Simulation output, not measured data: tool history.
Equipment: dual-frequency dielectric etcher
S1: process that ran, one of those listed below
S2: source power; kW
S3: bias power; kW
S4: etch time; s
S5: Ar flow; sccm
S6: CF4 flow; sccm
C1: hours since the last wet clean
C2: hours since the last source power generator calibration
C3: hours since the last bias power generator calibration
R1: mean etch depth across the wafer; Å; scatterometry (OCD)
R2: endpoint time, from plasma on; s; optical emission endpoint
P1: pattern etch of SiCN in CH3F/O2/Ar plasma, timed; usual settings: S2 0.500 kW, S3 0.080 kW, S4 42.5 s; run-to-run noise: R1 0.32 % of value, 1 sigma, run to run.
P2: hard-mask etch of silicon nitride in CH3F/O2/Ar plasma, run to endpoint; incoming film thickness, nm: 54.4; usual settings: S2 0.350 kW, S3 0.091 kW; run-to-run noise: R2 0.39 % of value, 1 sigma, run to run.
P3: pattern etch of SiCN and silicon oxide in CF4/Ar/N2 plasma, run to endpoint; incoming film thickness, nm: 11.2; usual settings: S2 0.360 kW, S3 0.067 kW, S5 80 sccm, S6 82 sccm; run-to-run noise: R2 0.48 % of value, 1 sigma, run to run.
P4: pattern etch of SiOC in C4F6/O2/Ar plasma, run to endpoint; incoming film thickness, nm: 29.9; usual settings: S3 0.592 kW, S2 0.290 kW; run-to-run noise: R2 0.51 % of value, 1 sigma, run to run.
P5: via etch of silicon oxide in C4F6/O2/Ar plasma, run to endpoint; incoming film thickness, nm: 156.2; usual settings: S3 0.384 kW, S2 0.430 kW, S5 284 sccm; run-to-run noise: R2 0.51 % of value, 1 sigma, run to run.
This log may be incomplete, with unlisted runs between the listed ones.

Run 1, hour 5.7: S1 P1, S2 0.500 kW, S3 0.080 kW, S4 42.5 s; C1 179.6; C2 1323.1; C3 2497.4. Result: R1 179.41 Å.
Run 2, hour 10.7: S1 P2, S2 0.350 kW, S3 0.129 kW; C1 184.6; C2 1328.1; C3 2502.4. Result: R2 68.024 s.
Run 3, hour 14.0: S1 P1, S2 0.500 kW, S3 0.080 kW, S4 29.5 s; C1 187.9; C2 1331.4; C3 2505.7. Result: R1 125.18 Å.
Run 4, hour 20.0: S1 P3, S2 0.360 kW, S3 0.067 kW, S5 80 sccm, S6 82 sccm; C1 193.9; C2 1337.4; C3 2511.7. Result: R2 15.392 s.
Run 5, hour 25.1: S1 P1, S2 0.630 kW, S3 0.080 kW, S4 42.5 s; C1 199.0; C2 1342.5; C3 2516.8. Result: R1 196.07 Å.
Run 6, hour 29.4: S1 P1, S2 0.500 kW, S3 0.066 kW, S4 42.5 s; C1 203.3; C2 1346.8; C3 2521.1. Result: R1 168.59 Å.
Run 7, hour 36.2: S1 P3, S2 0.360 kW, S3 0.067 kW, S5 49 sccm, S6 82 sccm; C1 210.1; C2 1353.6; C3 2527.9. Result: R2 14.758 s.
Run 8, hour 40.9: S1 P2, S2 0.200 kW, S3 0.091 kW; C1 214.8; C2 1358.3; C3 2532.6. Result: R2 96.102 s.
Run 9, hour 46.8: S1 P5, S2 0.430 kW, S3 0.384 kW, S5 166 sccm; C1 220.7; C2 1364.2; C3 2538.5. Result: R2 35.332 s.
Run 10, hour 51.4: S1 P1, S2 0.500 kW, S3 0.080 kW, S4 42.5 s; C1 225.3; C2 1368.8; C3 2543.1. Result: R1 178.63 Å.
Run 11, hour 55.3: S1 P3, S2 0.230 kW, S3 0.067 kW, S5 80 sccm, S6 82 sccm; C1 229.2; C2 1372.7; C3 2547.0. Result: R2 22.917 s.
Run 12, hour 61.9: S1 P5, S2 0.430 kW, S3 0.384 kW, S5 284 sccm; C1 235.8; C2 1379.3; C3 2553.6. Result: R2 37.481 s.
Run 13, hour 66.3: S1 P4, S2 0.290 kW, S3 0.592 kW; C1 240.2; C2 1383.7; C3 2558.0. Result: R2 10.573 s.
Run 14, hour 73.3: S1 P1, S2 0.500 kW, S3 0.080 kW, S4 42.5 s; C1 247.2; C2 1390.7; C3 2565.0. Result: R1 179.56 Å.
Run 15, hour 76.4: S1 P1, S2 0.500 kW, S3 0.080 kW, S4 42.5 s; C1 250.3; C2 1393.8; C3 2568.1. Result: R1 178.93 Å.
Run 16, hour 80.8: S1 P1, S2 0.380 kW, S3 0.080 kW, S4 42.5 s; C1 254.7; C2 1398.2; C3 2572.5. Result: R1 161.47 Å.
Run 17, hour 84.8: S1 P1, S2 0.500 kW, S3 0.110 kW, S4 42.5 s; C1 258.7; C2 1402.2; C3 2576.5. Result: R1 202.02 Å.
Run 18, hour 88.2: S1 P3, S2 0.360 kW, S3 0.067 kW, S5 80 sccm, S6 52 sccm; C1 262.1; C2 1405.6; C3 2579.9. Result: R2 16.574 s.
Run 19, hour 94.9: S1 P2, S2 0.350 kW, S3 0.091 kW; C1 268.8; C2 1412.3; C3 2586.6. Result: R2 77.703 s.
Run 20, hour 99.6: S1 P5, S2 0.430 kW, S3 0.539 kW, S5 284 sccm; C1 273.5; C2 1417.0; C3 2591.3. Result: R2 32.864 s.
Run 21, hour 103.8: S1 P3, S2 0.360 kW, S3 0.093 kW, S5 80 sccm, S6 82 sccm; C1 277.7; C2 1421.2; C3 2595.5. Result: R2 13.900 s.
Run 22, hour 109.6: S1 P3, S2 0.360 kW, S3 0.067 kW, S5 80 sccm, S6 82 sccm; C1 283.5; C2 1427.0; C3 2601.3. Result: R2 15.456 s.
Run 23, hour 116.0: S1 P1, S2 0.500 kW, S3 0.080 kW, S4 52.5 s; C1 289.9; C2 1433.4; C3 2607.7. Result: R1 221.35 Å.
Run 24, hour 121.7: S1 P1, S2 0.680 kW, S3 0.080 kW, S4 23.5 s; C1 295.6; C2 1439.1; C3 2613.4. Result: R1 110.95 Å.
Run 25, hour 128.6: S1 P4, S2 0.200 kW, S3 0.592 kW; C1 302.5; C2 1446.0; C3 2620.3. Result: R2 12.062 s.
Run 26, hour 133.1: S1 P5, S2 0.610 kW, S3 0.384 kW, S5 284 sccm; C1 307.0; C2 1450.5; C3 2624.8. Result: R2 32.919 s.
Run 27, hour 136.7: S1 P4, S2 0.290 kW, S3 0.415 kW; C1 310.6; C2 1454.1; C3 2628.4. Result: R2 12.231 s.
Run 28, hour 140.0: S1 P2, S2 0.350 kW, S3 0.091 kW; C1 313.9; C2 1457.4; C3 2631.7. Result: R2 77.958 s.
Run 29, hour 146.5: S1 P1, S2 0.500 kW, S3 0.080 kW, S4 42.5 s; C1 320.4; C2 1463.9; C3 2638.2. Result: R1 179.12 Å.
Run 30, hour 150.0: S1 P1, S2 0.500 kW, S3 0.080 kW, S4 42.5 s; C1 323.9; C2 1467.4; C3 2641.7. Result: R1 177.46 Å.
Run 31, hour 154.2: S1 P1, S2 0.500 kW, S3 0.080 kW, S4 42.5 s; C1 328.1; C2 1471.6; C3 2645.9. Result: R1 177.28 Å.
Run 32, hour 158.6: S1 P1, S2 0.500 kW, S3 0.080 kW, S4 42.5 s; C1 332.5; C2 1476.0; C3 2650.3. Result: R1 177.51 Å.
Run 33, hour 162.9: S1 P1, S2 0.500 kW, S3 0.080 kW, S4 42.5 s; C1 336.8; C2 1480.3; C3 2654.6. Result: R1 177.38 Å.
At hour 163.9: wet clean of the chamber.
Run 34, hour 167.6: S1 P1, S2 0.500 kW, S3 0.080 kW, S4 42.5 s; C1 3.7; C2 1485.0; C3 2659.3. Result: R1 176.58 Å.
Run 35, hour 172.6: S1 P1, S2 0.500 kW, S3 0.080 kW, S4 42.5 s; C1 8.7; C2 1490.0; C3 2664.3. Result: R1 177.26 Å.
Run 36, hour 178.2: S1 P1, S2 0.500 kW, S3 0.080 kW, S4 42.5 s; C1 14.3; C2 1495.6; C3 2669.9. Result: R1 176.39 Å.
Run 37, hour 181.6: S1 P1, S2 0.500 kW, S3 0.080 kW, S4 42.5 s; C1 17.7; C2 1499.0; C3 2673.3. Result: R1 176.87 Å.

The log shows P1 creeping away from where it was. Any of the 2 causes listed here, at the size stated for it, fits the log just as well as the others:
A: source power that arrives under what is set, % = 4.12
B: bias power that arrives under what is set, % = 4.37
The onset of the drift is placed at about hour 146.5.
What rules out each remaining cause:
chamber walls in a state that lowers the etch rate, %: work on it at hour 163.9, done after the drift set in, did not restore what the process gave before

Each of the check runs listed below is run on 3 wafers and reports their average, with the results left as question marks. Pick the one under which the possible causes would lead to clearly different results.
Run check 1, hour 185.0: S1 P2, S2 0.220 kW, S3 0.117 kW. Result: R2 ?.
Run check 2, hour 185.0: S1 P3, S2 0.360 kW, S3 0.067 kW, S5 54 sccm, S6 64 sccm. Result: R2 ?.
Run check 3, hour 185.0: S1 P4, S2 0.200 kW, S3 0.451 kW. Result: R2 ?.
Run check 4, hour 185.0: S1 P5, S2 0.600 kW, S3 0.384 kW, S5 284 sccm. Result: R2 ?.

If the cause were each of the candidates in turn, the checks would give the following:
  check  result    if A    if B
check 1      R2  85.158  85.330
check 2      R2  15.738  15.372
check 3      R2  13.692  13.713
check 4      R2  33.489  33.482
Per-check spread between the two closest causes, in the result where they differ most: check 1 0.2 %; check 2 2.35 %; check 3 0.15 %; check 4 0.02 %
Only in check 2 would the causes give clearly different results; in the remaining checks their results would be nearly the same.

Check 2 was carried out, with these results: R2 15.360 s. Which of the listed causes is responsible?

It is B: bias power that arrives under what is set, %.
